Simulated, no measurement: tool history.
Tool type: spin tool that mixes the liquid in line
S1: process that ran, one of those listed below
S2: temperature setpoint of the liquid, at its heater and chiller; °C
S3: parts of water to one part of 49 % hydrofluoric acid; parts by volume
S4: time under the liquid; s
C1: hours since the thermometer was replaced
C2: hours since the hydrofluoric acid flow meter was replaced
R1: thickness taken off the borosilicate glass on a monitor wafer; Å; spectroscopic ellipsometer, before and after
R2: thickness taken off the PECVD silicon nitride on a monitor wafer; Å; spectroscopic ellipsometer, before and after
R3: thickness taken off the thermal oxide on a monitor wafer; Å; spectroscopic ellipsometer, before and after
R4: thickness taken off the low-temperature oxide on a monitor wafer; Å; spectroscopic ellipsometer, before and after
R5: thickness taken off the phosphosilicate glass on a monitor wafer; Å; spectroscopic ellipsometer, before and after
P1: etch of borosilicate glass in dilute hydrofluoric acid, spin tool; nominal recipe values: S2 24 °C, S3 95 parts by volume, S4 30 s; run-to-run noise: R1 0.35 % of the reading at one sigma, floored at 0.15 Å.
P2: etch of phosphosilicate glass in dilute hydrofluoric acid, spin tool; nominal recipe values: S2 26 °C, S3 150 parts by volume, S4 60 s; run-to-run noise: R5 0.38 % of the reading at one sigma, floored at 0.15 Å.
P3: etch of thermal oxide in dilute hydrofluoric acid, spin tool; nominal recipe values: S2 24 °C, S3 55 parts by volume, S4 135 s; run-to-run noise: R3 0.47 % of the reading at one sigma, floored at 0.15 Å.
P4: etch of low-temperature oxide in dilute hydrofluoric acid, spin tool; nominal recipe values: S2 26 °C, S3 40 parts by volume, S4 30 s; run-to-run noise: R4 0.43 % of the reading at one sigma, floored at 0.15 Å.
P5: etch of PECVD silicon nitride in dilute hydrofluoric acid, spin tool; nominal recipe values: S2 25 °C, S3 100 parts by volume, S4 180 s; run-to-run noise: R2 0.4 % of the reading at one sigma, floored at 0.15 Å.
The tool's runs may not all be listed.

run,hour,S1,S2,S3,S4,C1,C2,R1,R2,R3,R4,R5
1,4.9,P1,24,95,30,1519.5,104.7,87.879,,,,
2,10.1,P5,25,100,65,1524.7,109.9,,27.868,,,
3,13.4,P3,24,20,135,1528,113.2,,,335.06,,
4,18.7,P5,18,100,180,1533.3,118.5,,48.052,,,
5,22.2,P5,25,100,180,1536.8,122,,76.46,,,
6,27.1,P3,24,55,265,1541.7,126.9,,,231.47,,
7,33.1,P1,24,150,30,1547.7,132.9,51.991,,,,
8,39.7,P3,32,55,135,1554.3,139.5,,,161.64,,
9,44.7,P1,24,95,15,1559.3,144.5,43.732,,,,
10,48.7,P4,26,40,15,1563.3,148.5,,,,154.63,
11,53.4,P1,24,95,30,1568,153.2,88.497,,,,
12,59,P1,24,95,30,1573.6,158.8,87.647,,,,
13,62.8,P5,25,100,180,1577.4,162.6,,76.763,,,
14,66.5,P1,24,30,30,1581.1,166.3,303.79,,,,
15,70.2,P4,26,40,30,1584.8,170,,,,308.92,
16,76.2,P2,26,150,15,1590.8,176,,,,,109.96
17,82.7,P1,32,95,30,1597.3,182.5,119.44,,,,
18,88.1,P1,24,95,30,1602.7,187.9,87.644,,,,
19,92.6,P2,26,35,60,1607.2,192.4,,,,,2193
20,99.1,P1,24,95,30,1613.7,198.9,87.688,,,,
21,105.6,P1,17,95,30,1620.2,205.4,65.645,,,,
22,110.4,P1,31.5,35,30,1625,210.2,349.24,,,,
23,114.9,P4,20,40,30,1629.5,214.7,,,,241.08,
24,118.7,P2,18.5,150,60,1633.3,218.5,,,,,329.62
25,123.7,P5,25,175,180,1638.3,223.5,,43.825,,,
26,130.2,P4,26,40,30,1644.8,230,,,,310.05,
27,133.4,P2,26,150,60,1648,233.2,,,,,437.78
28,137.2,P3,24,55,135,1651.8,237,,,117.32,,
29,141.4,P1,24,95,50,1656,241.2,146.08,,,,
30,145.5,P1,24,95,30,1660.1,245.3,88.337,,,,
31,149.2,P1,31.5,30,30,1663.8,249,412.65,,,,
32,153.8,P1,24,95,30,1668.4,253.6,88.501,,,,
33,159.9,P4,26,70,30,1674.5,259.7,,,,169.17,
34,165.6,P1,24,95,30,1680.2,265.4,88.032,,,,
35,170.7,P1,24,95,30,1685.3,270.5,90.489,,,,
36,174.4,P1,24,95,30,1689,274.2,90.889,,,,
37,178.1,P1,24,95,30,1692.7,277.9,91.761,,,,
38,183.9,P1,24,95,30,1698.5,283.7,92.155,,,,
39,189.8,P1,24,95,30,1704.4,289.6,92.446,,,,
40,196.8,P1,24,95,30,1711.4,296.6,93.403,,,,
41,201.2,P1,24,95,30,1715.8,301,93.502,,,,
42,207.7,P1,24,95,30,1722.3,307.5,93.235,,,,

The log shows P1 creeping away from where it was. Any of the 2 causes listed here, at the size stated for it, fits the log just as well as the others:
A: liquid hotter than its thermometer reads (K) = 1.4
B: hydrofluoric acid flow above the setpoint (%) = 5.07
The process output started creeping at around hour 165.6.

Which of the 4 check runs listed below separates the causes, so that each cause would produce a clearly different result? Each run uses one wafer, and its results are marked with question marks.
check 1,214.2,P2,19,150,15,,,,,,,?
check 2,214.2,P5,19,100,105,,,,?,,,
check 3,214.2,P4,21,65,30,,,,,,?,
check 4,214.2,P3,30,55,135,,,,,?,,

How each check would come out, cause by cause:
check,result,if A,if B
check 1,R5,88.674,88.761
check 2,R2,32.913,31.391
check 3,R4,158.48,157.74
check 4,R3,157.87,157.72
Per-check spread between the two closest causes, in the result where they differ most: check 1 0.1 %; check 2 4.74 %; check 3 0.47 %; check 4 0.09 %
Only check 2 tells the causes apart: in the others they would give nearly the same result.

With check 2 done, the readings were: R2 31.506 Å. Identify which of the listed causes applies.

Of the candidate causes, it is B: hydrofluoric acid flow above the setpoint (%).
